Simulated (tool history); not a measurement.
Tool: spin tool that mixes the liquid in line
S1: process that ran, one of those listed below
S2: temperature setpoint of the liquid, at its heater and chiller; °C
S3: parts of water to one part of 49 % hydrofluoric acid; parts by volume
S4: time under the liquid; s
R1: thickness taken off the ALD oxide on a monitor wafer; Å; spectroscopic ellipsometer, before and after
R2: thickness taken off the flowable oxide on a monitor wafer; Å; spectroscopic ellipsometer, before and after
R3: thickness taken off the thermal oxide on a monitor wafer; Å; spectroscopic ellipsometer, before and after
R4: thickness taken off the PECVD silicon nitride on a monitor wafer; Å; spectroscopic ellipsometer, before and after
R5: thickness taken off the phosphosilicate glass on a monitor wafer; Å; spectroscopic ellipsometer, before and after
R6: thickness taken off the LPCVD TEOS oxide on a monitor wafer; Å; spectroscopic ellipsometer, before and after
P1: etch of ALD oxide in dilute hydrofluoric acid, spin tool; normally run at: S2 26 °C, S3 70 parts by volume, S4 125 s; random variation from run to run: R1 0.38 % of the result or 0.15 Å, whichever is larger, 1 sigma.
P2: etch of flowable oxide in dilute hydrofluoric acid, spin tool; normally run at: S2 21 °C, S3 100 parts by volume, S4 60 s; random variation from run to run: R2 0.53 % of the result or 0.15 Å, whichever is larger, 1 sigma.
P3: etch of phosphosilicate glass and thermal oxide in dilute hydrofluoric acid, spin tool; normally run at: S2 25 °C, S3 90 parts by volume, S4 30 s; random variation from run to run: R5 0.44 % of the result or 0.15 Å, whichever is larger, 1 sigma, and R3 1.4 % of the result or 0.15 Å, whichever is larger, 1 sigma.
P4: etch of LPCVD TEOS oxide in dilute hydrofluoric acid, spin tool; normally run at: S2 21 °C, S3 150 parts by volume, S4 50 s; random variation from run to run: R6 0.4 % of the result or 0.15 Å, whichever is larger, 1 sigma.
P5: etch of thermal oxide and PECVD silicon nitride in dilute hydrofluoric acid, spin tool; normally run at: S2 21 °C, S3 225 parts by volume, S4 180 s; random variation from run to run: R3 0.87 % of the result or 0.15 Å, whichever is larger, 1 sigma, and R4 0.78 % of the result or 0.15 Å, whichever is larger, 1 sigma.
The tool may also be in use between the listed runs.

run	hour	S1	S2	S3	S4	R1	R2	R3	R4	R5	R6
1	11.1	P1	26	70	125	194.64					
2	24.8	P2	21	20	60		1162.7				
3	37.2	P1	26	70	125	194.8					
4	45.9	P5	21	80	180			92.42	84.598		
5	54.3	P5	21	225	80			12.421	13.718		
6	66.1	P3	25	90	30			16.336		289.36	
7	79.8	P1	26	70	125	195.07					
8	87.7	P4	26.5	150	50						178.19
9	98.6	P1	29.5	70	125	222.96					
10	111.1	P5	21	225	180			28.417	31.472		
11	118.1	P2	17	100	60		178.98				
12	131.8	P1	26	70	125	195.54					
13	138.4	P4	21	150	50						142.27
14	146.6	P1	26	25	125	581.82					
15	160	P4	21	150	15						43.217
16	166.3	P1	26	70	125	194.37					
17	172.9	P5	17	225	180			24.918	23.399		
18	179.7	P3	25	90	60			32.628		577.79	
19	193.5	P2	21	100	60		209.72				
20	203.4	P1	20.5	125	125	82.071					
21	211.4	P1	31	70	15	28.366					
22	220.1	P4	21	270	50						70.58
23	230.1	P4	21	150	50						142.05
24	241.5	P3	25	35	30			45.399		801.92	
25	251	P2	21	100	115		407.29				
# hour 258.2: hydrofluoric acid flow meter replaced
26	261.7	P3	32.5	90	30			22.502		386.56	
27	272.3	P1	31.5	70	15	28.975					
28	285.2	P1	26	70	45	69.85					
29	299.1	P1	26	115	125	111.62					
30	311.8	P1	19	70	125	146.31					
31	321.6	P1	26	70	205	321.51					
32	329.3	P1	26	70	125	194.17					
33	336.4	P1	26	70	125	201.28					
34	350.5	P1	26	70	125	205.9					
35	364.7	P1	26	70	125	209.85					
36	373.2	P1	26	70	125	209.95					
37	385.2	P1	26	70	125	211.08					
38	396.2	P1	26	70	125	212.47					
39	409.5	P1	26	70	125	211.76					

What P1 gives has crept away from where it was. These 2 causes fit the log equally well, each at the size given:
A: hydrofluoric acid flow above the setpoint (%) = 8.22
B: liquid hotter than its thermometer reads (K) = 2.19
The creep began at about hour 329.3.

4 check runs are offered, one wafer each, their results left as question marks. Which one tells the causes apart?
check 1	422.8	P3	32.5	90	55			?		?	
check 2	422.8	P2	21	45	60		?				
check 3	422.8	P5	21	110	180			?	?		
check 4	422.8	P4	26	150	15						?

What each check would give under each cause:
check	result	if A	if B
check 1	R3	43.931	43.522
check 1	R5	772.85	765.65
check 2	R2	544.29	548.97
check 3	R3	72.097	72.036
check 3	R4	67.365	72.149
check 4	R6	57.042	56.385
How far apart the two closest causes lie, in the result that separates them most: check 1 0.93 %; check 2 0.86 %; check 3 6.86 %; check 4 1.16 %
Only check 3 tells the causes apart: in the others they would give nearly the same result.

Then check 3 was run and gave: R3 72.329 Å; R4 67.67 Å. Which cause is it?

It is A: hydrofluoric acid flow above the setpoint (%).

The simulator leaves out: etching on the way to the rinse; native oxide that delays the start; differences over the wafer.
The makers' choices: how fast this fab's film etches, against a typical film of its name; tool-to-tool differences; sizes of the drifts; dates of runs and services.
